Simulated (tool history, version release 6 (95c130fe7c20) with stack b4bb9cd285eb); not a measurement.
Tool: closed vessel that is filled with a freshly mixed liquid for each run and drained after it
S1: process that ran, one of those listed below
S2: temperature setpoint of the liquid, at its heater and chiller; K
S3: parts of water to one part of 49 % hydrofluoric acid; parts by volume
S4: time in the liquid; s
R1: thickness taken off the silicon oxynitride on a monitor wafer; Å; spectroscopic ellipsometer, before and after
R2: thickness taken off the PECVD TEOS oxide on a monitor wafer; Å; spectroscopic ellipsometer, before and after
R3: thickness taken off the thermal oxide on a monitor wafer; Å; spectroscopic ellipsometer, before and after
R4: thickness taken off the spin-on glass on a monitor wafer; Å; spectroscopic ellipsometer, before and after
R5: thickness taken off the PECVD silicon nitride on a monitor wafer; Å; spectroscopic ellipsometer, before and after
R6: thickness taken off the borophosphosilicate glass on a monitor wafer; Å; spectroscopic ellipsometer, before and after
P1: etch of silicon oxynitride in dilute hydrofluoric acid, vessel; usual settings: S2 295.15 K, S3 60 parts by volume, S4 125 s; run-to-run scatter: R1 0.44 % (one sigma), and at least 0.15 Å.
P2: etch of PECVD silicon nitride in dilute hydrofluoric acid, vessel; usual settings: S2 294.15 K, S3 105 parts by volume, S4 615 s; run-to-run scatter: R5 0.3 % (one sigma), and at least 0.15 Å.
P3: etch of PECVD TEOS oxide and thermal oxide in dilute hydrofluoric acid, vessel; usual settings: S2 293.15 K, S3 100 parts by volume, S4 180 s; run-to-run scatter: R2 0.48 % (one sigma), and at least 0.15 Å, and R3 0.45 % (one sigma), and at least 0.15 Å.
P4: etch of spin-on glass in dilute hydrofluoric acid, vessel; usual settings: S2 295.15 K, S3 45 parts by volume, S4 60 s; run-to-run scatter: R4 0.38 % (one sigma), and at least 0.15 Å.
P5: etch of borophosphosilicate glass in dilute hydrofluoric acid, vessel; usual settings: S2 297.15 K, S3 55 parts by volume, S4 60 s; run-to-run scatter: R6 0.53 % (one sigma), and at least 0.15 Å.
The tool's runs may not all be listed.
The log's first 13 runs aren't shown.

run	hour	S1	S2	S3	S4	R1	R2	R3	R4	R5	R6
14	183.8	P1	295.15	40	30	25.991					
15	197.5	P2	294.15	105	1110					495.19	
16	215.9	P4	295.15	20	60				918.48		
17	225.3	P5	297.15	55	60						507.96
18	235.7	P1	295.15	60	60	34.040					
19	248.0	P4	295.15	45	60				396.70		
20	265.3	P3	293.15	25	180		1256.900	285.750			
21	281.4	P1	303.15	60	125	103.740					
22	291.6	P1	295.15	20	125	219.880					
23	306.7	P1	290.15	60	125	54.989					
# hour 307.7: thermometer replaced
24	316.5	P5	291.15	55	60						393.16
25	334.3	P3	293.15	100	180		284.260	66.355			
26	343.9	P1	295.15	60	125	71.738					
27	354.2	P1	295.15	60	125	71.559					
28	364.2	P1	295.15	100	175	58.297					
29	377.2	P2	294.15	105	615					274.15	
30	392.1	P5	297.15	20	60						1454.00
31	405.8	P2	294.15	175	615					166.92	

The next listed run, before its measurement:
32	420.0	P1	295.15	60	125	?					

R1: 71.381 Å
